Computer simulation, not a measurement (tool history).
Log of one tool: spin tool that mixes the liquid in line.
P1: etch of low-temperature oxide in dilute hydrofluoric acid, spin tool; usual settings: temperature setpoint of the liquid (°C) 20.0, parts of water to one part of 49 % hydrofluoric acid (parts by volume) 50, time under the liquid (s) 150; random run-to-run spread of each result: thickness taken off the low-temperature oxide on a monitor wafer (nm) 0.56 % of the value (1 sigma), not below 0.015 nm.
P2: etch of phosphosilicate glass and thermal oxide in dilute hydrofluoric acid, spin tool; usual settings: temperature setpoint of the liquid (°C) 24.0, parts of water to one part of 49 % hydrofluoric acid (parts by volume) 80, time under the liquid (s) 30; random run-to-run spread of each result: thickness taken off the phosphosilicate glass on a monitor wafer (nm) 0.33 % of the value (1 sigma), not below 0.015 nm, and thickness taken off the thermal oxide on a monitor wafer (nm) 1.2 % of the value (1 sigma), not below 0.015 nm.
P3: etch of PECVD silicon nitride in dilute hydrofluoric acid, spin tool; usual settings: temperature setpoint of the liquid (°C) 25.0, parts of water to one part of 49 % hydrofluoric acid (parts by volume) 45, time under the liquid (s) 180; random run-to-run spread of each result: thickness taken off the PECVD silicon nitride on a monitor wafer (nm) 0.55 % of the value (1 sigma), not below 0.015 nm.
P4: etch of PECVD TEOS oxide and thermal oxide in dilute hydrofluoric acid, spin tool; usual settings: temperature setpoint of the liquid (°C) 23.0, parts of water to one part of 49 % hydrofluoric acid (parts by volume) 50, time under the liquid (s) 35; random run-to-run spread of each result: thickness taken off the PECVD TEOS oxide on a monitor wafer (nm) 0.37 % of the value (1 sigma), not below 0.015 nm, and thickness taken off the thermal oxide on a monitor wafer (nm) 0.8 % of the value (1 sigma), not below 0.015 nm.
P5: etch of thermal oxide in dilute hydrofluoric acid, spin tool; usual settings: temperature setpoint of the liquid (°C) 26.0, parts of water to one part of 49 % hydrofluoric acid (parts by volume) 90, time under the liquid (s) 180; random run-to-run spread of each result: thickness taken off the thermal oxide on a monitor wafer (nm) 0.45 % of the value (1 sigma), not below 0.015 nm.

run,day,process that ran,temperature setpoint of the liquid (°C),parts of water to one part of 49 % hydrofluoric acid (parts by volume),time under the liquid (s),thickness taken off the low-temperature oxide on a monitor wafer (nm),thickness taken off the thermal oxide on a monitor wafer (nm),thickness taken off the PECVD silicon nitride on a monitor wafer (nm),thickness taken off the PECVD TEOS oxide on a monitor wafer (nm),thickness taken off the phosphosilicate glass on a monitor wafer (nm)
1,0.150,P1,20.0,50,150,28.9930,,,,
2,0.325,P1,17.0,50,150,25.0690,,,,
3,0.588,P1,20.0,50,150,28.8980,,,,
4,0.725,P5,34.0,90,180,,14.0780,,,
5,0.912,P5,26.0,30,180,,34.0460,,,
6,1.067,P1,20.0,20,150,74.4250,,,,
# day 1.267: thermometer replaced
7,1.362,P5,26.0,90,340,,19.6150,,,
8,1.575,P1,20.0,35,215,60.6810,,,,
9,1.754,P3,25.0,45,180,,,17.213,,
10,2.017,P4,23.0,50,35,,3.3159,,8.9492,
11,2.167,P1,20.0,50,150,28.9950,,,,
12,2.454,P3,25.0,30,180,,,25.127,,
13,2.704,P4,23.0,85,35,,1.8419,,5.0163,
14,2.862,P2,17.0,80,30,,1.3057,,,42.994
15,3.021,P1,20.0,50,20,3.8731,,,,
16,3.233,P1,20.0,20,245,121.9400,,,,
17,3.379,P5,26.0,90,180,,10.3210,,,
18,3.654,P3,25.0,45,335,,,31.924,,
19,3.946,P1,20.0,50,225,43.0520,,,,
20,4.229,P3,19.5,45,180,,,11.700,,
21,4.362,P2,24.0,125,30,,1.0622,,,34.889
# day 4.579: hydrofluoric acid flow meter replaced
22,4.625,P1,20.0,75,150,18.6600,,,,
23,4.862,P1,20.0,25,285,111.9900,,,,
24,5.121,P4,30.5,50,35,,4.4489,,12.0850,
25,5.288,P1,20.0,50,150,28.8670,,,,
26,5.554,P2,24.0,80,55,,3.1746,,,105.710
27,5.717,P2,24.0,80,30,,1.7177,,,57.519
28,5.942,P4,23.0,50,15,,1.4314,,3.7902,
29,6.142,P1,20.0,50,150,28.9730,,,,
30,6.417,P5,26.0,90,180,,10.3600,,,
31,6.683,P1,25.0,50,150,35.3280,,,,
32,6.908,P1,20.0,50,150,28.7440,,,,
33,7.054,P1,20.0,50,150,29.7060,,,,
34,7.271,P1,20.0,50,150,30.4240,,,,
35,7.550,P1,20.0,50,150,30.3920,,,,
36,7.796,P1,20.0,50,150,30.8570,,,,
37,8.042,P1,20.0,50,150,31.4530,,,,
38,8.242,P1,20.0,50,150,31.2580,,,,
39,8.504,P1,20.0,50,150,31.1760,,,,
40,8.654,P1,20.0,50,150,31.0890,,,,
41,8.833,P1,20.0,50,150,31.2590,,,,

P1 no longer gives what it gave before; its output has crept away from where it was. The following 2 causes, each at its listed size, fit the log equally well:
A: liquid hotter than its thermometer reads (K) = 2
B: hydrofluoric acid flow above the setpoint (%) = 8.28
The gradual shift began around day 6.908.

Below are 4 check runs, each on a single wafer, with their results shown as question marks. Which of them would tell the listed causes apart, meaning the causes would give clearly different results under it?
check 1,9.012,P4,23.0,50,35,,?,,?,
check 2,9.012,P5,26.0,90,180,,?,,,
check 3,9.012,P3,25.0,45,180,,,?,,
check 4,9.012,P2,24.0,80,30,,?,,,?

If the cause were each of the candidates in turn, the checks would give the following:
check,result,if A,if B
check 1,thickness taken off the thermal oxide on a monitor wafer (nm),3.5931,3.6007
check 1,thickness taken off the PECVD TEOS oxide on a monitor wafer (nm),9.6867,9.7072
check 2,thickness taken off the thermal oxide on a monitor wafer (nm),11.2470,11.3700
check 3,thickness taken off the PECVD silicon nitride on a monitor wafer (nm),19.554,18.499
check 4,thickness taken off the thermal oxide on a monitor wafer (nm),1.8885,1.9030
check 4,thickness taken off the phosphosilicate glass on a monitor wafer (nm),62.332,62.811
Minimum pairwise separation of causes per check, each pair taken at its best-separating result: check 1 0.21 %; check 2 1.09 %; check 3 5.55 %; check 4 0.77 %
Of the check runs offered, only check 3 discriminates between the causes; the rest would read about the same regardless of which cause applies.

Check 3 was carried out, with these results: thickness taken off the PECVD silicon nitride on a monitor wafer (nm) 18.456. Which of the listed causes is responsible?

Of the candidate causes, it is B: hydrofluoric acid flow above the setpoint (%).

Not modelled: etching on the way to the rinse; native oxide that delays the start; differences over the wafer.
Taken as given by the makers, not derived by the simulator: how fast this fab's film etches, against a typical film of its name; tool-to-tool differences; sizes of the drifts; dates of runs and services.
